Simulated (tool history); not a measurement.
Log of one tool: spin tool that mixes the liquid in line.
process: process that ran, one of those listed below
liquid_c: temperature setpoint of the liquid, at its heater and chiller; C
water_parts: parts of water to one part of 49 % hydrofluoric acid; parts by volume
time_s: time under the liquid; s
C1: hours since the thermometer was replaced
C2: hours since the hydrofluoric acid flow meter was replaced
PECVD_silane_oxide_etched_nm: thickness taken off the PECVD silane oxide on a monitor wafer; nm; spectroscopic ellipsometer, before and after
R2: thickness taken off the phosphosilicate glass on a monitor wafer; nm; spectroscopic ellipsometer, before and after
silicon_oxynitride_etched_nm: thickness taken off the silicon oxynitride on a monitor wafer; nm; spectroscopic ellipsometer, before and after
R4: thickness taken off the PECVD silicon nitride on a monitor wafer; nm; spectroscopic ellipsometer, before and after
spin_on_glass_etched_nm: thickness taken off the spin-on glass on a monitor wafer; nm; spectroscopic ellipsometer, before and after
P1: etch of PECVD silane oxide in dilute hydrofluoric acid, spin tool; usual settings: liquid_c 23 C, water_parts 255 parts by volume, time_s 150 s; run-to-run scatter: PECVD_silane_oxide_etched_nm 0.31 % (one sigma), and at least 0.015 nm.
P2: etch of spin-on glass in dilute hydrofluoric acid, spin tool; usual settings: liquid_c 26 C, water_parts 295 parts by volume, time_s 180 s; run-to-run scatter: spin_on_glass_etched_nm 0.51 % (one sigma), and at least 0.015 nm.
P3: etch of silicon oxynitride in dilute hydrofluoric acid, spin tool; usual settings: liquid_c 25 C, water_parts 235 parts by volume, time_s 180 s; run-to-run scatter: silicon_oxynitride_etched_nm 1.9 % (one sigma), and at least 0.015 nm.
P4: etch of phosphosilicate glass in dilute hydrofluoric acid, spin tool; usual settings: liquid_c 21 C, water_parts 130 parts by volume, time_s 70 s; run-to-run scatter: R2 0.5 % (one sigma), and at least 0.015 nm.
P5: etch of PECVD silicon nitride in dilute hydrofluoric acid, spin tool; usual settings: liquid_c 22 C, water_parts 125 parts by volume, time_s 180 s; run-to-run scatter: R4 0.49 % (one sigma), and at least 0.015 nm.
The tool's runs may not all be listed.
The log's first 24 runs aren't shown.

Run 25, hour 329.5: process P1, liquid_c 23 C, water_parts 255 parts by volume, time_s 150 s; C1 1157.9; C2 564.4. Result: PECVD_silane_oxide_etched_nm 8.5997 nm.
Run 26, hour 346.6: process P5, liquid_c 22 C, water_parts 125 parts by volume, time_s 180 s; C1 1175; C2 581.5. Result: R4 5.7573 nm.
Run 27, hour 363.6: process P2, liquid_c 19 C, water_parts 295 parts by volume, time_s 180 s; C1 1192; C2 598.5. Result: spin_on_glass_etched_nm 17.4 nm.
Run 28, hour 378.6: process P4, liquid_c 26.5 C, water_parts 130 parts by volume, time_s 70 s; C1 1207; C2 613.5. Result: R2 68.262 nm.
Run 29, hour 395.8: process P1, liquid_c 23 C, water_parts 440 parts by volume, time_s 240 s; C1 1224.2; C2 630.7. Result: PECVD_silane_oxide_etched_nm 6.7192 nm.
Run 30, hour 409.3: process P1, liquid_c 17 C, water_parts 255 parts by volume, time_s 150 s; C1 1237.7; C2 644.2. Result: PECVD_silane_oxide_etched_nm 6.8851 nm.
Run 31, hour 427.5: process P5, liquid_c 22 C, water_parts 125 parts by volume, time_s 15 s; C1 1255.9; C2 662.4. Result: R4 0.47157 nm.
Run 32, hour 438.5: process P3, liquid_c 33.5 C, water_parts 235 parts by volume, time_s 180 s; C1 1266.9; C2 673.4. Result: silicon_oxynitride_etched_nm 1.7993 nm.
Run 33, hour 454.2: process P1, liquid_c 23 C, water_parts 255 parts by volume, time_s 150 s; C1 1282.6; C2 689.1. Result: PECVD_silane_oxide_etched_nm 8.6699 nm.
Run 34, hour 462.6: process P1, liquid_c 23 C, water_parts 255 parts by volume, time_s 150 s; C1 1291; C2 697.5. Result: PECVD_silane_oxide_etched_nm 8.5828 nm.
Run 35, hour 472.9: process P1, liquid_c 23 C, water_parts 255 parts by volume, time_s 150 s; C1 1301.3; C2 707.8. Result: PECVD_silane_oxide_etched_nm 8.2516 nm.
Run 36, hour 483: process P1, liquid_c 23 C, water_parts 255 parts by volume, time_s 150 s; C1 1311.4; C2 717.9. Result: PECVD_silane_oxide_etched_nm 8.0839 nm.

The next listed run, before its measurement:
Run 37, hour 493.5: process P1, liquid_c 23 C, water_parts 255 parts by volume, time_s 150 s; C1 1321.9; C2 728.4. Result: PECVD_silane_oxide_etched_nm ?.

{"run 37": {"PECVD_silane_oxide_etched_nm": 7.9688}}

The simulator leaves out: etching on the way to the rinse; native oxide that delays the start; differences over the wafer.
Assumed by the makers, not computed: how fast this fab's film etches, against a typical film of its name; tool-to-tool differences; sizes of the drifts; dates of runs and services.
